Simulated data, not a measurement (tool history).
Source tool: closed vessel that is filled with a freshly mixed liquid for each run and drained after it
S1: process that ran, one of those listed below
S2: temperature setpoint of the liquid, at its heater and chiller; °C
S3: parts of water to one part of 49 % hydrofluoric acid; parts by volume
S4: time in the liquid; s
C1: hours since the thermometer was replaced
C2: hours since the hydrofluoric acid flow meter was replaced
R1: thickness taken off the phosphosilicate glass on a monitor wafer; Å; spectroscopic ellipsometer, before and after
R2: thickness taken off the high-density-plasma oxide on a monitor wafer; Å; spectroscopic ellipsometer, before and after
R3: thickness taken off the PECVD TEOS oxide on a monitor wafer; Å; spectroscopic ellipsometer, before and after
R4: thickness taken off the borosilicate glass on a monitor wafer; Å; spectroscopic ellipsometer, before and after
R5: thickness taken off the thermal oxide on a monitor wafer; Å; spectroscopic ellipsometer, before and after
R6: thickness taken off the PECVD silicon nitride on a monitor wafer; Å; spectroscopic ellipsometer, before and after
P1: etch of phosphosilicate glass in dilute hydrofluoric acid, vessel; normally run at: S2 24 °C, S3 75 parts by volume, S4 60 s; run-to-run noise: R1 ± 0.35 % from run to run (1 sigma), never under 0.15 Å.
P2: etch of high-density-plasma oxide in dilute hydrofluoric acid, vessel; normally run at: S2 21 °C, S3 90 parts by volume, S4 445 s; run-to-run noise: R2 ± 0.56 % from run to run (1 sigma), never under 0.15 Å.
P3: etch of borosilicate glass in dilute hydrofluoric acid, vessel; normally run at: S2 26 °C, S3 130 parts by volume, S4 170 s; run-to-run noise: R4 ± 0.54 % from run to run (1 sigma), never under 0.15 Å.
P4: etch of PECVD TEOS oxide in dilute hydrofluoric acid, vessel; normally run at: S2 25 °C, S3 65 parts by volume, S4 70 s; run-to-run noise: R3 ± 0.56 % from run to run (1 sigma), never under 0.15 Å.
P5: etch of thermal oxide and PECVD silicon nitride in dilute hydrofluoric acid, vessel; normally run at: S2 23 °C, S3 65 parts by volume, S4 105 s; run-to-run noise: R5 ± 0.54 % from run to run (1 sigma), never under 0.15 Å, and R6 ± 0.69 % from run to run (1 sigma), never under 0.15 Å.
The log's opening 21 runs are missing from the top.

run     day  S1    S2   S3   S4      C1     C2      R1      R2      R3      R4      R5      R6
 22   7.592  P5    23   65   50  1683.4    132                                  35.976  17.535
 23    8.05  P1    24   75   85  1694.4    143  867.81
 24   8.525  P4    33   65   70  1705.8  154.4                  191.73
 25   8.992  P3    26   75  170    1717  165.6                          675.94
 26   9.429  P1    24   30   30  1727.5  176.1  814.16
 27   9.892  P1    24   75   60  1738.6  187.2  617.06
 28   10.25  P4    25   65   30  1747.2  195.8                  60.385
 29  10.508  P2    21  155  445  1753.4    202          123.34
 30  10.808  P4    25   65   70  1760.6  209.2                  140.21
 31  11.133  P4    25   65   70  1768.4    217                  141.42
 32  11.446  P2    21   90  790  1775.9  224.5          402.04
 33   11.75  P5  29.5   65  105  1783.2  231.8                                  97.585   56.96
 34  11.996  P1    24   75   60  1789.1  237.7  610.62

Estimate the outcome of run 35 from the log above:
 35  12.325  P1  24  135  30  1797  245.6   ?

R1: 157.93 Å

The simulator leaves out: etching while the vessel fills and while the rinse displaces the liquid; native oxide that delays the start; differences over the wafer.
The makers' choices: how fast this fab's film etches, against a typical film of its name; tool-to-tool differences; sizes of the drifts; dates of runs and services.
